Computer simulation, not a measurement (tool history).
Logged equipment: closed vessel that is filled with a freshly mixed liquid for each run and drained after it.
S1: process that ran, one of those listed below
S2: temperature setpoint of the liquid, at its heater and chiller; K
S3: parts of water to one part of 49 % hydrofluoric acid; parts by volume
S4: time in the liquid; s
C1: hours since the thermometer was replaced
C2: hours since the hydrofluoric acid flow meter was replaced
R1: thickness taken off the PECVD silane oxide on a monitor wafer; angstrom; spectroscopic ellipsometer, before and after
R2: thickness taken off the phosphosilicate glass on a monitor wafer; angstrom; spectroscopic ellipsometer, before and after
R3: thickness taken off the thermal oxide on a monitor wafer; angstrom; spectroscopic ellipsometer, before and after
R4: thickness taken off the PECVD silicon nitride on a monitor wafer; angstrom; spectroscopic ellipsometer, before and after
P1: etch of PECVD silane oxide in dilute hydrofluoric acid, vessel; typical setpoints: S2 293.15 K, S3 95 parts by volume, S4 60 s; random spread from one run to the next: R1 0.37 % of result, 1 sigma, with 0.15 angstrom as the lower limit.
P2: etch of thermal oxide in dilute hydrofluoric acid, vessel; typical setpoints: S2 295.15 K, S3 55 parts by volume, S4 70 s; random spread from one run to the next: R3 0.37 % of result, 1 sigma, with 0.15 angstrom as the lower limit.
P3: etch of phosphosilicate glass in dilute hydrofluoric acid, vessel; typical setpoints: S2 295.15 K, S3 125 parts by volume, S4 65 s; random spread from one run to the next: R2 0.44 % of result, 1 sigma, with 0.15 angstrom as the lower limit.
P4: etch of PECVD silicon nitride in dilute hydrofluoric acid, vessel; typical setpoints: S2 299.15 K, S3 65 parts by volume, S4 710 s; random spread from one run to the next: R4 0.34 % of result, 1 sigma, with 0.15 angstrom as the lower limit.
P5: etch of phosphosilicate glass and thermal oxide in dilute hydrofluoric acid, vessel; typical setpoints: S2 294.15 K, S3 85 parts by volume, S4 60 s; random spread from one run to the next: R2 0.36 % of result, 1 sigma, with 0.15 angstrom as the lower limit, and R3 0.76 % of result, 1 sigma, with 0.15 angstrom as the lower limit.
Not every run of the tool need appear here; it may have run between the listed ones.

| run | hour | S1 | S2 | S3 | S4 | C1 | C2 | R1 | R2 | R3 | R4 |
|---|---|---|---|---|---|---|---|---|---|---|---|
| 1 | 6.8 | P1 | 293.15 | 95 | 60 | 392.5 | 543.2 | 284.29 |  |  |  |
| 2 | 12.4 | P1 | 290.15 | 95 | 60 | 398.1 | 548.8 | 249.23 |  |  |  |
| 3 | 20.0 | P1 | 293.15 | 95 | 60 | 405.7 | 556.4 | 282.64 |  |  |  |
| 4 | 27.1 | P5 | 294.15 | 85 | 60 | 412.8 | 563.5 |  | 832.66 | 30.839 |  |
| 5 | 31.4 | P1 | 293.15 | 95 | 60 | 417.1 | 567.8 | 281.85 |  |  |  |
| 6 | 39.5 | P5 | 290.15 | 85 | 60 | 425.2 | 575.9 |  | 707.97 | 26.040 |  |
| 7 | 47.6 | P2 | 295.15 | 55 | 70 | 433.3 | 584.0 |  |  | 59.265 |  |
| 8 | 54.9 | P1 | 293.15 | 95 | 60 | 440.6 | 591.3 | 283.03 |  |  |  |
| 9 | 63.5 | P1 | 293.15 | 95 | 30 | 449.2 | 599.9 | 142.11 |  |  |  |
| 10 | 68.3 | P2 | 301.65 | 55 | 70 | 454.0 | 604.7 |  |  | 76.801 |  |
| 11 | 75.3 | P3 | 295.15 | 190 | 65 | 461.0 | 611.7 |  | 256.51 |  |  |
| 12 | 80.6 | P5 | 294.15 | 85 | 60 | 466.3 | 617.0 |  | 832.82 | 30.859 |  |
| 13 | 85.6 | P4 | 299.15 | 105 | 710 | 471.3 | 622.0 |  |  |  | 158.340 |
| 14 | 93.4 | P1 | 290.15 | 40 | 60 | 479.1 | 629.8 | 630.59 |  |  |  |
| 15 | 100.1 | P1 | 293.15 | 140 | 60 | 485.8 | 636.5 | 182.40 |  |  |  |
| 16 | 105.1 | P1 | 293.15 | 175 | 105 | 490.8 | 641.5 | 246.32 |  |  |  |
| 17 | 109.4 | P2 | 295.15 | 90 | 70 | 495.1 | 645.8 |  |  | 34.215 |  |
| 18 | 116.9 | P1 | 293.15 | 55 | 60 | 502.6 | 653.3 | 510.63 |  |  |  |
| 19 | 120.8 | P3 | 295.15 | 125 | 65 | 506.5 | 657.2 |  | 418.92 |  |  |
| 20 | 126.7 | P3 | 295.15 | 125 | 65 | 512.4 | 663.1 |  | 416.59 |  |  |
| 21 | 131.4 | P4 | 294.15 | 65 | 710 | 517.1 | 667.8 |  |  |  | 180.740 |
| 22 | 140.2 | P4 | 299.15 | 65 | 35 | 525.9 | 676.6 |  |  |  | 12.401 |
| 23 | 146.7 | P2 | 295.15 | 55 | 30 | 532.4 | 683.1 |  |  | 25.110 |  |
| 24 | 150.8 | P5 | 294.15 | 20 | 60 | 536.5 | 687.2 |  | 3830.80 | 141.710 |  |
| 25 | 159.2 | P3 | 290.15 | 125 | 65 | 544.9 | 695.6 |  | 341.86 |  |  |
| 26 | 165.8 | P1 | 293.15 | 95 | 60 | 551.5 | 702.2 | 283.38 |  |  |  |
| 27 | 173.3 | P1 | 293.15 | 95 | 60 | 559.0 | 709.7 | 281.53 |  |  |  |
| 28 | 178.3 | P1 | 293.15 | 95 | 110 | 564.0 | 714.7 | 517.99 |  |  |  |
| 29 | 186.9 | P5 | 294.15 | 85 | 30 | 572.6 | 723.3 |  | 416.83 | 15.382 |  |
| 30 | 191.0 | P2 | 295.15 | 55 | 70 | 576.7 | 727.4 |  |  | 58.644 |  |
| 31 | 196.9 | P3 | 295.15 | 125 | 30 | 582.6 | 733.3 |  | 192.94 |  |  |
| 32 | 202.9 | P4 | 299.15 | 65 | 710 | 588.6 | 739.3 |  |  |  | 252.830 |
| 33 | 211.8 | P1 | 298.15 | 95 | 60 | 597.5 | 748.2 | 347.58 |  |  |  |
| 34 | 216.6 | P1 | 293.15 | 95 | 60 | 602.3 | 753.0 | 283.85 |  |  |  |
| 35 | 221.9 | P1 | 293.15 | 95 | 60 | 607.6 | 758.3 | 291.87 |  |  |  |
| 36 | 228.4 | P1 | 293.15 | 95 | 60 | 614.1 | 764.8 | 298.30 |  |  |  |
| 37 | 232.4 | P1 | 293.15 | 95 | 60 | 618.1 | 768.8 | 301.09 |  |  |  |
| 38 | 240.7 | P1 | 293.15 | 95 | 60 | 626.4 | 777.1 | 305.89 |  |  |  |
| 39 | 248.9 | P1 | 293.15 | 95 | 60 | 634.6 | 785.3 | 306.83 |  |  |  |
| 40 | 257.0 | P1 | 293.15 | 95 | 60 | 642.7 | 793.4 | 308.02 |  |  |  |
| 41 | 264.7 | P1 | 293.15 | 95 | 60 | 650.4 | 801.1 | 310.80 |  |  |  |
| 42 | 271.2 | P1 | 293.15 | 95 | 60 | 656.9 | 807.6 | 310.46 |  |  |  |

Something has made what P1 gives creep away from where it was; the 2 causes below, each at its own stated size, fit the log equally well:
A: hydrofluoric acid flow above the setpoint (%) = 8.68
B: liquid hotter than its thermometer reads (K) = 2.25
The drift started at roughly hour 216.6.

Listed below are the offered check runs, one wafer per run, with question marks in place of results. For which of them would the causes give clearly different outcomes?
| check 1 | 277.7 | P5 | 290.15 | 85 | 30 |  |  |  | ? | ? |  |
| check 2 | 277.7 | P3 | 290.65 | 125 | 40 |  |  |  | ? |  |  |
| check 3 | 277.7 | P4 | 299.15 | 65 | 50 |  |  |  |  |  | ? |
| check 4 | 277.7 | P2 | 300.65 | 55 | 30 |  |  |  |  | ? |  |

Expected result of each check under each candidate cause:
| check | result | if A | if B |
|---|---|---|---|
| check 1 | R2 | 385.86 | 387.54 |
| check 1 | R3 | 14.295 | 14.357 |
| check 2 | R2 | 235.60 | 235.30 |
| check 3 | R4 | 19.432 | 20.738 |
| check 4 | R3 | 34.537 | 34.514 |
Per-check spread between the two closest causes, in the result where they differ most: check 1 0.43 %; check 2 0.13 %; check 3 6.5 %; check 4 0.07 %
The other checks would show nearly matching results whichever cause is true, so check 3 is the only one that separates the causes.

The results of check 3 are: R4 20.747 angstrom. Based on these, which of the listed causes is it?

It is B: liquid hotter than its thermometer reads (K).
